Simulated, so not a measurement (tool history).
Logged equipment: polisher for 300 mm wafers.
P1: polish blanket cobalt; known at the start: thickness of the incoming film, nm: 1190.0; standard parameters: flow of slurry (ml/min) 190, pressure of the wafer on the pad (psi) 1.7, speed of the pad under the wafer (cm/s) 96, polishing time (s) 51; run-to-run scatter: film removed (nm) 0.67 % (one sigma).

run  hour  flow of slurry (ml/min)  pressure of the wafer on the pad (psi)  speed of the pad under the wafer (cm/s)  polishing time (s)  film removed (nm)
  1   2.2                      190                                     1.7                                       96                  51             228.37
  2   5.3                      190                                     2.5                                       68                  51             233.33
  3   7.9                      115                                     1.7                                       96                  51             208.90
  4  12.2                      190                                     1.7                                       96                  51             225.68
  5  16.1                      190                                     1.7                                       96                  79             358.09
     16.3  -- slurry nozzle cleaned
     17.8  -- head pressure recalibrated
  6  19.4                      190                                     1.7                                       66                  51             156.44
  7  23.3                      190                                     1.7                                       96                  51             229.75
  8  27.9                      190                                     1.7                                       96                  51             225.29
  9  31.2                      190                                     0.8                                       96                  51             107.55
 10  34.0                      190                                     1.2                                       96                  76             241.42
 11  37.4                      235                                     1.7                                       96                  51             233.00
 12  41.3                      190                                     1.7                                       96                  51             228.82
 13  43.4                      190                                     2.2                                       96                  51             294.12
 14  46.9                      190                                     1.7                                       96                  30             134.80
 15  50.8                      190                                     1.7                                      122                  51             290.74
 16  52.9                      190                                     1.7                                      146                  32             217.16

Run 17 is up next; what results do you expect?
 17  56.1                      190                                     1.7                                       96                  51                  ?

Run 17 measured film removed (nm) 227.78.
